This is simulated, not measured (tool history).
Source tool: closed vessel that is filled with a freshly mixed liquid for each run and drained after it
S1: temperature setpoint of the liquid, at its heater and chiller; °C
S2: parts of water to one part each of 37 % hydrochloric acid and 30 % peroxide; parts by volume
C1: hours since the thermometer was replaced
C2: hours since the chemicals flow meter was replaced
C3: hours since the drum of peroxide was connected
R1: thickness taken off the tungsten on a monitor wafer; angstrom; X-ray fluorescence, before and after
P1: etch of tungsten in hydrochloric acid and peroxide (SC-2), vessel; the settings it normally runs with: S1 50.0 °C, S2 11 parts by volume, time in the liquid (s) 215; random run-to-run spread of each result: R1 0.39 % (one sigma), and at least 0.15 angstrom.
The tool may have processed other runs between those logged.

{"run": 1, "hour": 9.3, "S1": 50.0, "S2": 11, "time in the liquid (s)": 215, "C1": 1456.2, "C2": 970.0, "C3": 150.4, "R1": 253.33}
{"hour": 11.5, "done": "thermometer replaced"}
{"run": 2, "hour": 14.8, "S1": 50.0, "S2": 11, "time in the liquid (s)": 215, "C1": 3.3, "C2": 975.5, "C3": 155.9, "R1": 251.52}
{"run": 3, "hour": 23.5, "S1": 50.0, "S2": 11, "time in the liquid (s)": 30, "C1": 12.0, "C2": 984.2, "C3": 164.6, "R1": 34.963}
{"run": 4, "hour": 29.7, "S1": 35.0, "S2": 11, "time in the liquid (s)": 215, "C1": 18.2, "C2": 990.4, "C3": 170.8, "R1": 88.49}
{"run": 5, "hour": 34.5, "S1": 50.0, "S2": 11, "time in the liquid (s)": 400, "C1": 23.0, "C2": 995.2, "C3": 175.6, "R1": 469.76}
{"run": 6, "hour": 42.0, "S1": 65.0, "S2": 15, "time in the liquid (s)": 215, "C1": 30.5, "C2": 1002.7, "C3": 183.1, "R1": 504.64}
{"run": 7, "hour": 51.0, "S1": 50.0, "S2": 20, "time in the liquid (s)": 215, "C1": 39.5, "C2": 1011.7, "C3": 192.1, "R1": 149.21}
{"run": 8, "hour": 55.9, "S1": 59.5, "S2": 11, "time in the liquid (s)": 215, "C1": 44.4, "C2": 1016.6, "C3": 197.0, "R1": 467.28}
{"run": 9, "hour": 64.7, "S1": 50.0, "S2": 11, "time in the liquid (s)": 215, "C1": 53.2, "C2": 1025.4, "C3": 205.8, "R1": 252.6}
{"hour": 68.5, "done": "chemicals flow meter replaced"}
{"run": 10, "hour": 73.5, "S1": 50.0, "S2": 11, "time in the liquid (s)": 215, "C1": 62.0, "C2": 5.1, "C3": 214.6, "R1": 253.46}
{"run": 11, "hour": 81.1, "S1": 50.0, "S2": 4, "time in the liquid (s)": 215, "C1": 69.6, "C2": 12.7, "C3": 222.2, "R1": 546.87}
{"run": 12, "hour": 89.7, "S1": 50.0, "S2": 11, "time in the liquid (s)": 215, "C1": 78.2, "C2": 21.3, "C3": 230.8, "R1": 251.5}
{"run": 13, "hour": 94.1, "S1": 40.0, "S2": 11, "time in the liquid (s)": 415, "C1": 82.6, "C2": 25.7, "C3": 235.2, "R1": 244.38}
{"run": 14, "hour": 101.5, "S1": 50.0, "S2": 11, "time in the liquid (s)": 215, "C1": 90.0, "C2": 33.1, "C3": 242.6, "R1": 253.22}
{"run": 15, "hour": 108.0, "S1": 50.0, "S2": 11, "time in the liquid (s)": 215, "C1": 96.5, "C2": 39.6, "C3": 249.1, "R1": 258.92}
{"run": 16, "hour": 113.5, "S1": 50.0, "S2": 11, "time in the liquid (s)": 215, "C1": 102.0, "C2": 45.1, "C3": 254.6, "R1": 263.96}
{"run": 17, "hour": 121.7, "S1": 50.0, "S2": 11, "time in the liquid (s)": 215, "C1": 110.2, "C2": 53.3, "C3": 262.8, "R1": 267.84}
{"run": 18, "hour": 128.3, "S1": 50.0, "S2": 11, "time in the liquid (s)": 215, "C1": 116.8, "C2": 59.9, "C3": 269.4, "R1": 271.15}
{"run": 19, "hour": 133.4, "S1": 50.0, "S2": 11, "time in the liquid (s)": 215, "C1": 121.9, "C2": 65.0, "C3": 274.5, "R1": 271.77}
{"run": 20, "hour": 139.8, "S1": 50.0, "S2": 11, "time in the liquid (s)": 215, "C1": 128.3, "C2": 71.4, "C3": 280.9, "R1": 272.73}
{"run": 21, "hour": 147.9, "S1": 50.0, "S2": 11, "time in the liquid (s)": 215, "C1": 136.4, "C2": 79.5, "C3": 289.0, "R1": 275.66}
{"run": 22, "hour": 152.6, "S1": 50.0, "S2": 11, "time in the liquid (s)": 215, "C1": 141.1, "C2": 84.2, "C3": 293.7, "R1": 275.25}
{"run": 23, "hour": 160.1, "S1": 50.0, "S2": 11, "time in the liquid (s)": 215, "C1": 148.6, "C2": 91.7, "C3": 301.2, "R1": 273.56}
{"run": 24, "hour": 167.7, "S1": 50.0, "S2": 11, "time in the liquid (s)": 215, "C1": 156.2, "C2": 99.3, "C3": 308.8, "R1": 274.29}
{"run": 25, "hour": 173.5, "S1": 50.0, "S2": 11, "time in the liquid (s)": 215, "C1": 162.0, "C2": 105.1, "C3": 314.6, "R1": 275.94}

What P1 gives has crept away from where it was. These 2 causes fit the log equally well, each at the size given:
A: chemicals flow above the setpoint (%) = 10.8
B: liquid hotter than its thermometer reads (K) = 1.31
The creep began at about hour 101.5.
Each remaining cause and why it is not a fit:
peroxide weaker than its label (%): at most 8, which would move R1 by -7.4 %: too little, or the wrong way

Below are 4 check runs, each averaged over 2 wafers, with their results shown as question marks. Which of them would give clearly different results depending on which cause is behind the drift?
{"run": "check 1", "hour": 179.3, "S1": 38.0, "S2": 4.0, "time in the liquid (s)": 215, "R1": "?"}
{"run": "check 2", "hour": 179.3, "S1": 35.0, "S2": 20.0, "time in the liquid (s)": 215, "R1": "?"}
{"run": "check 3", "hour": 179.3, "S1": 50.0, "S2": 15.5, "time in the liquid (s)": 315, "R1": "?"}
{"run": "check 4", "hour": 179.3, "S1": 57.5, "S2": 11.0, "time in the liquid (s)": 30, "R1": "?"}

If the cause were each of the candidates in turn, the checks would give the following:
check=check_1 result=R1 if_A=254.730 if_B=261.600
check=check_2 result=R1 if_A=57.317 if_B=57.483
check=check_3 result=R1 if_A=300.590 if_B=299.600
check=check_4 result=R1 if_A=62.559 if_B=62.374
Gap, in per cent, between the two causes that each check separates least, read from the result that separates them most: check 1 2.66 %; check 2 0.29 %; check 3 0.33 %; check 4 0.3 %
Only in check 1 would the causes give clearly different results; in the remaining checks their results would be nearly the same.

Then check 1 was run and gave: R1 262.410 angstrom. Which cause is it?

It is B: liquid hotter than its thermometer reads (K).
